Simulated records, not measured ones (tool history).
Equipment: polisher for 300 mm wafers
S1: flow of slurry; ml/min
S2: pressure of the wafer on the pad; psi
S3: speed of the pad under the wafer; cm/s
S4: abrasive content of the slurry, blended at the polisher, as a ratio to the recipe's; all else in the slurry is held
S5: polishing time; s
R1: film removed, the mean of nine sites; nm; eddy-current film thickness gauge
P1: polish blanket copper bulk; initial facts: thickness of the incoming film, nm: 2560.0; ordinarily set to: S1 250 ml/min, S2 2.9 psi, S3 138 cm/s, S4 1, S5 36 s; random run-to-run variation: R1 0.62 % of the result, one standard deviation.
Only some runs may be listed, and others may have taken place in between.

Run 1, hour 9.2: S1 250 ml/min, S2 2.9 psi, S3 138 cm/s, S4 1, S5 36 s. Result: R1 389.97 nm.
Run 2, hour 19.3: S1 250 ml/min, S2 2.2 psi, S3 138 cm/s, S4 1, S5 36 s. Result: R1 296.63 nm.
Run 3, hour 34.2: S1 165 ml/min, S2 2.9 psi, S3 138 cm/s, S4 1, S5 36 s. Result: R1 372.67 nm.
Run 4, hour 51.4: S1 250 ml/min, S2 2.9 psi, S3 138 cm/s, S4 1.45, S5 36 s. Result: R1 423.06 nm.
Run 5, hour 68.3: S1 390 ml/min, S2 2.9 psi, S3 138 cm/s, S4 1, S5 36 s. Result: R1 410.05 nm.
Run 6, hour 83.4: S1 250 ml/min, S2 2.9 psi, S3 138 cm/s, S4 1.3, S5 18 s. Result: R1 207.05 nm.
Run 7, hour 92.5: S1 250 ml/min, S2 2.9 psi, S3 138 cm/s, S4 1, S5 36 s. Result: R1 393.25 nm.
Run 8, hour 107.8: S1 250 ml/min, S2 2.9 psi, S3 138 cm/s, S4 1, S5 36 s. Result: R1 391.45 nm.
Run 9, hour 120.4: S1 250 ml/min, S2 4.2 psi, S3 138 cm/s, S4 1, S5 36 s. Result: R1 567.54 nm.
Run 10, hour 132.8: S1 250 ml/min, S2 2.9 psi, S3 138 cm/s, S4 1, S5 36 s. Result: R1 389.35 nm.
Run 11, hour 150.5: S1 250 ml/min, S2 2.9 psi, S3 138 cm/s, S4 1, S5 36 s. Result: R1 391.05 nm.
Run 12, hour 161.3: S1 250 ml/min, S2 2.9 psi, S3 138 cm/s, S4 1, S5 26 s. Result: R1 284.28 nm.
Run 13, hour 175.7: S1 250 ml/min, S2 2.9 psi, S3 78 cm/s, S4 1, S5 36 s. Result: R1 219.47 nm.
Run 14, hour 183.6: S1 250 ml/min, S2 2.9 psi, S3 180 cm/s, S4 1, S5 36 s. Result: R1 511.79 nm.
Run 15, hour 198: S1 250 ml/min, S2 2.9 psi, S3 138 cm/s, S4 0.8, S5 18 s. Result: R1 186.52 nm.
Run 16, hour 210.7: S1 250 ml/min, S2 2.9 psi, S3 138 cm/s, S4 0.65, S5 36 s. Result: R1 358.64 nm.
Run 17, hour 222.1: S1 250 ml/min, S2 2.9 psi, S3 138 cm/s, S4 1, S5 57 s. Result: R1 614.99 nm.
Run 18, hour 232: S1 250 ml/min, S2 2.9 psi, S3 138 cm/s, S4 1, S5 36 s. Result: R1 395.67 nm.
Run 19, hour 240.1: S1 250 ml/min, S2 2.9 psi, S3 138 cm/s, S4 1, S5 36 s. Result: R1 389.25 nm.
Run 20, hour 254.3: S1 250 ml/min, S2 2.9 psi, S3 138 cm/s, S4 1, S5 36 s. Result: R1 383.1 nm.
Run 21, hour 270.3: S1 250 ml/min, S2 2.9 psi, S3 138 cm/s, S4 1, S5 36 s. Result: R1 377.42 nm.
Run 22, hour 284.6: S1 250 ml/min, S2 2.9 psi, S3 138 cm/s, S4 1, S5 36 s. Result: R1 375.82 nm.
At hour 286.1: worn pad replaced by a new one.
At hour 292.1: slurry blender recalibrated.
Run 23, hour 302.1: S1 250 ml/min, S2 2.9 psi, S3 138 cm/s, S4 1, S5 36 s. Result: R1 371.84 nm.
Run 24, hour 312.2: S1 250 ml/min, S2 2.9 psi, S3 138 cm/s, S4 1, S5 36 s. Result: R1 372.46 nm.
Run 25, hour 328.1: S1 250 ml/min, S2 2.9 psi, S3 138 cm/s, S4 1, S5 36 s. Result: R1 374.14 nm.
Run 26, hour 342.6: S1 250 ml/min, S2 2.9 psi, S3 138 cm/s, S4 1, S5 36 s. Result: R1 371.27 nm.
Run 27, hour 350.7: S1 250 ml/min, S2 2.9 psi, S3 138 cm/s, S4 1, S5 36 s. Result: R1 372.85 nm.
Run 28, hour 360.7: S1 250 ml/min, S2 2.9 psi, S3 138 cm/s, S4 1, S5 36 s. Result: R1 373.44 nm.

What P1 gives has crept away from where it was. These 2 causes fit the log equally well, each at the size given:
A: head's pressure below its setpoint, % = 5.19
B: slurry flow missing at the pad, % = 33.8
Creep in the process output first set in at about hour 232.
Other possible causes, and why each is ruled out:
removal rate lost through wear of the pad, %: serviced after onset, at hour 286.1, with no recovery of the prior output
abrasive missing from the slurry, %: serviced after onset, at hour 292.1, with no recovery of the prior output

Each of the check runs listed below is run on 5 wafers and reports their average, with the results left as question marks. Pick the one under which the possible causes would lead to clearly different results.
Run check 1, hour 370.7: S1 250 ml/min, S2 2.2 psi, S3 138 cm/s, S4 1, S5 36 s. Result: R1 ?.
Run check 2, hour 370.7: S1 250 ml/min, S2 2.9 psi, S3 138 cm/s, S4 0.75, S5 36 s. Result: R1 ?.
Run check 3, hour 370.7: S1 250 ml/min, S2 2.9 psi, S3 138 cm/s, S4 1.3, S5 36 s. Result: R1 ?.
Run check 4, hour 370.7: S1 175 ml/min, S2 2.3 psi, S3 138 cm/s, S4 1, S5 36 s. Result: R1 ?.

Predicted outcomes, by check and by cause:
  check  result    if A    if B
check 1      R1   282.1  282.07
check 2      R1     350  349.96
check 3      R1  393.71  393.66
check 4      R1  281.97  276.07
Per check, the gap between the least separated pair of causes, taken in the result that splits them most: check 1 0.01 %; check 2 0.01 %; check 3 0.01 %; check 4 2.11 %
Only in check 4 would the causes give clearly different results; in the remaining checks their results would be nearly the same.

With check 4 done, the readings were: R1 282.92 nm. Identify which of the listed causes applies.

The cause is A: head's pressure below its setpoint, %.

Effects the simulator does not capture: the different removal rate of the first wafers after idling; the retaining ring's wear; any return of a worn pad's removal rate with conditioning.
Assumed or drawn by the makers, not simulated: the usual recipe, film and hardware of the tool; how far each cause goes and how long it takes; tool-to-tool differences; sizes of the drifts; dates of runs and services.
